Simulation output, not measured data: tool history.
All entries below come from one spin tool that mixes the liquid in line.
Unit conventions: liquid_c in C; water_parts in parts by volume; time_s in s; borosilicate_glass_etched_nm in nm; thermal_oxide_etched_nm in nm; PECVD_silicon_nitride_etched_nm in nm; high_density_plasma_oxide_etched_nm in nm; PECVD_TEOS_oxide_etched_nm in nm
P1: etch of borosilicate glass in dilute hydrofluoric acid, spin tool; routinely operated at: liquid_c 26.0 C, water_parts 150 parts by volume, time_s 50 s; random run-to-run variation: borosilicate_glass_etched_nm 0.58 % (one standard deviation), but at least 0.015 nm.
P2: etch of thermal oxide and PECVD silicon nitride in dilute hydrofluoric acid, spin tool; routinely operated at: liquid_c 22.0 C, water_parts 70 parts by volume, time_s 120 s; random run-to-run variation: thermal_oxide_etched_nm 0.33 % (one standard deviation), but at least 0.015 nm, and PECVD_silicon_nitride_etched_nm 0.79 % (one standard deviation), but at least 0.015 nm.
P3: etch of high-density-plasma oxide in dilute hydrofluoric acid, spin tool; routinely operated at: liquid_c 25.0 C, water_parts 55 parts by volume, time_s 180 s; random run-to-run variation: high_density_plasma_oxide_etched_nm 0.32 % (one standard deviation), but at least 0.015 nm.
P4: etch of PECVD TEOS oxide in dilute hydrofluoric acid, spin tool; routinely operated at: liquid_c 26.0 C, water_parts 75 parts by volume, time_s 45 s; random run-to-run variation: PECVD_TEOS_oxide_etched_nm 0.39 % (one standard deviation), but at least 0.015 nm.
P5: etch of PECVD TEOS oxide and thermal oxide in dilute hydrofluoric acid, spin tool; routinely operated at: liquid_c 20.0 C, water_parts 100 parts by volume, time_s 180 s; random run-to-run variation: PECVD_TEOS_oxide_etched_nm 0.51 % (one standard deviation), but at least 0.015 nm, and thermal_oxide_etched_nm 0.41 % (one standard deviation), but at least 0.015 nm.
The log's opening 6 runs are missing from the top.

run,hour,process,liquid_c,water_parts,time_s,borosilicate_glass_etched_nm,thermal_oxide_etched_nm,PECVD_silicon_nitride_etched_nm,high_density_plasma_oxide_etched_nm,PECVD_TEOS_oxide_etched_nm
7,57.7,P5,20.0,155,180,,4.6321,,,9.6213
8,69.8,P4,26.0,75,15,,,,,3.0150
9,82.6,P1,26.0,150,50,7.9240,,,,
10,93.9,P1,26.0,150,50,7.8608,,,,
11,104.0,P3,25.0,55,180,,,,24.5400,
12,115.2,P1,26.0,150,50,7.8557,,,,
13,121.7,P1,26.0,95,50,13.3910,,,,
14,128.6,P1,18.5,150,50,5.8230,,,,
15,141.9,P3,25.0,55,30,,,,4.0717,
16,151.3,P4,26.0,120,45,,,,,5.3144
17,161.8,P1,29.5,40,50,39.0630,,,,
18,172.3,P4,26.0,75,45,,,,,9.0531
19,182.2,P2,22.0,70,120,,7.9165,3.3005,,
20,194.3,P1,26.0,150,15,2.3506,,,,
21,201.4,P1,26.0,150,95,14.8990,,,,
22,211.3,P5,20.0,100,180,,7.7354,,,15.9080
23,218.9,P4,18.5,75,45,,,,,6.5824
24,225.4,P2,22.0,100,120,,5.3630,2.3727,,
25,231.3,P1,34.0,150,50,10.5310,,,,
26,239.8,P5,20.0,100,320,,13.6610,,,28.1680
27,246.5,P5,28.0,100,180,,10.4260,,,21.7980

Run 28 has not been measured yet. What should we expect?
28,258.9,P2,22.0,70,225,,?,?,,

thermal_oxide_etched_nm: 14.8190 nm
PECVD_silicon_nitride_etched_nm: 6.0811 nm
